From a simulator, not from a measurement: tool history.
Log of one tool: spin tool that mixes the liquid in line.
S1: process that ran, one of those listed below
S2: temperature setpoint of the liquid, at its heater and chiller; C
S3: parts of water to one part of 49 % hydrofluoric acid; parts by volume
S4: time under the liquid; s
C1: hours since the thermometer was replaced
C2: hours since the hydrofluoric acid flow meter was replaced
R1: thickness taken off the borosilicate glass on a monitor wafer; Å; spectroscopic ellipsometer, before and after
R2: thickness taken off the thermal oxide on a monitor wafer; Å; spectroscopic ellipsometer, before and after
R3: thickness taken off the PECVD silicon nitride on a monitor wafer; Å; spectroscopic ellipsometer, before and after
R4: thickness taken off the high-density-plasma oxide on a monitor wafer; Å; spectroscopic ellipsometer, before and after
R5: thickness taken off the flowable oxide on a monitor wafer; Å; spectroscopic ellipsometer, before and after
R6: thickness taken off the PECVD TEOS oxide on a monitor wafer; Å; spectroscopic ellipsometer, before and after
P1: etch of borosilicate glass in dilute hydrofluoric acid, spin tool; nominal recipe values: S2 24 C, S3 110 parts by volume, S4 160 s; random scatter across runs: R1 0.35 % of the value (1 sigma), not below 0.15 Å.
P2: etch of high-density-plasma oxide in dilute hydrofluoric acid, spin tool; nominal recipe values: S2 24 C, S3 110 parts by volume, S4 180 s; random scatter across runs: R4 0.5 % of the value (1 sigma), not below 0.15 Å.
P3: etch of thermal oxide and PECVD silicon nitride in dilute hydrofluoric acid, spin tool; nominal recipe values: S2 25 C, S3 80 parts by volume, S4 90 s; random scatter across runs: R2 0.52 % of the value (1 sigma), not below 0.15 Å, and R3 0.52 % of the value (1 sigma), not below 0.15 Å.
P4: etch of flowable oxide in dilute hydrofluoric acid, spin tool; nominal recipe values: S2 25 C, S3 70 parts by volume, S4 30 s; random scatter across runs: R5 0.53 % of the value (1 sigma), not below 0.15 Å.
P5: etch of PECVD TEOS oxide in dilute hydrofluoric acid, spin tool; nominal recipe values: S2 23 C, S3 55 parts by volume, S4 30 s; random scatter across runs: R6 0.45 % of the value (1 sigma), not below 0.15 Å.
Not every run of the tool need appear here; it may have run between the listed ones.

{"run": 1, "day": 0.538, "S1": "P1", "S2": 24, "S3": 110, "S4": 160, "C1": 1359.7, "C2": 316.4, "R1": 468.48}
{"run": 2, "day": 0.858, "S1": "P3", "S2": 25, "S3": 45, "S4": 90, "C1": 1367.4, "C2": 324.1, "R2": 103.26, "R3": 69.395}
{"run": 3, "day": 1.271, "S1": "P2", "S2": 24, "S3": 110, "S4": 180, "C1": 1377.3, "C2": 334, "R4": 120.01}
{"run": 4, "day": 1.683, "S1": "P4", "S2": 25, "S3": 70, "S4": 30, "C1": 1387.2, "C2": 343.9, "R5": 150.05}
{"run": 5, "day": 2.188, "S1": "P2", "S2": 24, "S3": 110, "S4": 65, "C1": 1399.3, "C2": 356, "R4": 43.194}
{"run": 6, "day": 2.738, "S1": "P4", "S2": 32, "S3": 70, "S4": 30, "C1": 1412.5, "C2": 369.2, "R5": 194.52}
{"run": 7, "day": 3.367, "S1": "P1", "S2": 28, "S3": 110, "S4": 160, "C1": 1427.6, "C2": 384.3, "R1": 545.22}
{"run": 8, "day": 3.833, "S1": "P2", "S2": 24, "S3": 185, "S4": 180, "C1": 1438.8, "C2": 395.5, "R4": 64.711}
{"run": 9, "day": 4.133, "S1": "P2", "S2": 20, "S3": 110, "S4": 180, "C1": 1446, "C2": 402.7, "R4": 101.65}
{"run": 10, "day": 4.642, "S1": "P1", "S2": 17, "S3": 110, "S4": 160, "C1": 1458.2, "C2": 414.9, "R1": 353.95}
{"run": 11, "day": 5.204, "S1": "P1", "S2": 24, "S3": 170, "S4": 160, "C1": 1471.7, "C2": 428.4, "R1": 282.39}
{"run": 12, "day": 5.775, "S1": "P3", "S2": 33, "S3": 80, "S4": 90, "C1": 1485.4, "C2": 442.1, "R2": 75.44, "R3": 66.811}
{"run": 13, "day": 6.079, "S1": "P2", "S2": 24, "S3": 110, "S4": 180, "C1": 1492.7, "C2": 449.4, "R4": 119.52}
{"run": 14, "day": 6.717, "S1": "P4", "S2": 25, "S3": 70, "S4": 30, "C1": 1508, "C2": 464.7, "R5": 148.57}
{"run": 15, "day": 7.088, "S1": "P4", "S2": 25, "S3": 25, "S4": 30, "C1": 1516.9, "C2": 473.6, "R5": 439.83}
{"run": 16, "day": 7.425, "S1": "P1", "S2": 24, "S3": 110, "S4": 160, "C1": 1525, "C2": 481.7, "R1": 468.93}
{"run": 17, "day": 7.958, "S1": "P3", "S2": 25, "S3": 80, "S4": 90, "C1": 1537.8, "C2": 494.5, "R2": 54.984, "R3": 39.835}
{"run": 18, "day": 8.271, "S1": "P1", "S2": 24, "S3": 110, "S4": 310, "C1": 1545.3, "C2": 502, "R1": 907.88}
{"run": 19, "day": 8.654, "S1": "P3", "S2": 25, "S3": 80, "S4": 130, "C1": 1554.5, "C2": 511.2, "R2": 79.4, "R3": 57.372}
{"run": 20, "day": 9.071, "S1": "P1", "S2": 24, "S3": 110, "S4": 75, "C1": 1564.5, "C2": 521.2, "R1": 218.12}
{"run": 21, "day": 9.75, "S1": "P1", "S2": 24, "S3": 185, "S4": 45, "C1": 1580.8, "C2": 537.5, "R1": 71.905}
{"run": 22, "day": 10.271, "S1": "P5", "S2": 23, "S3": 55, "S4": 45, "C1": 1593.3, "C2": 550, "R6": 107.45}
{"run": 23, "day": 10.588, "S1": "P5", "S2": 23, "S3": 55, "S4": 30, "C1": 1600.9, "C2": 557.6, "R6": 71.537}
{"run": 24, "day": 11.242, "S1": "P5", "S2": 18, "S3": 55, "S4": 30, "C1": 1616.6, "C2": 573.3, "R6": 58.324}
{"run": 25, "day": 11.629, "S1": "P1", "S2": 24, "S3": 50, "S4": 160, "C1": 1625.9, "C2": 582.6, "R1": 1104.1}
{"run": 26, "day": 12.2, "S1": "P1", "S2": 24, "S3": 110, "S4": 160, "C1": 1639.6, "C2": 596.3, "R1": 470.03}
{"run": 27, "day": 12.733, "S1": "P1", "S2": 24, "S3": 110, "S4": 160, "C1": 1652.4, "C2": 609.1, "R1": 466.4}
{"run": 28, "day": 13.396, "S1": "P1", "S2": 24, "S3": 110, "S4": 160, "C1": 1668.3, "C2": 625, "R1": 467.88}
{"run": 29, "day": 13.875, "S1": "P4", "S2": 25, "S3": 70, "S4": 15, "C1": 1679.8, "C2": 636.5, "R5": 74.152}
{"run": 30, "day": 14.312, "S1": "P5", "S2": 23, "S3": 20, "S4": 30, "C1": 1690.3, "C2": 647, "R6": 205.43}
{"run": 31, "day": 14.842, "S1": "P1", "S2": 24, "S3": 110, "S4": 160, "C1": 1703, "C2": 659.7, "R1": 468.43}
{"run": 32, "day": 15.429, "S1": "P1", "S2": 24, "S3": 110, "S4": 160, "C1": 1717.1, "C2": 673.8, "R1": 452.57}
{"run": 33, "day": 16.038, "S1": "P1", "S2": 24, "S3": 110, "S4": 160, "C1": 1731.7, "C2": 688.4, "R1": 443.95}
{"run": 34, "day": 16.379, "S1": "P1", "S2": 24, "S3": 110, "S4": 160, "C1": 1739.9, "C2": 696.6, "R1": 441.42}
{"run": 35, "day": 16.992, "S1": "P1", "S2": 24, "S3": 110, "S4": 160, "C1": 1754.6, "C2": 711.3, "R1": 436.58}

For run 36, what comes out?
{"run": 36, "day": 17.346, "S1": "P1", "S2": 24, "S3": 110, "S4": 160, "C1": 1763.1, "C2": 719.8, "R1": "?"}

R1: 431.76 Å
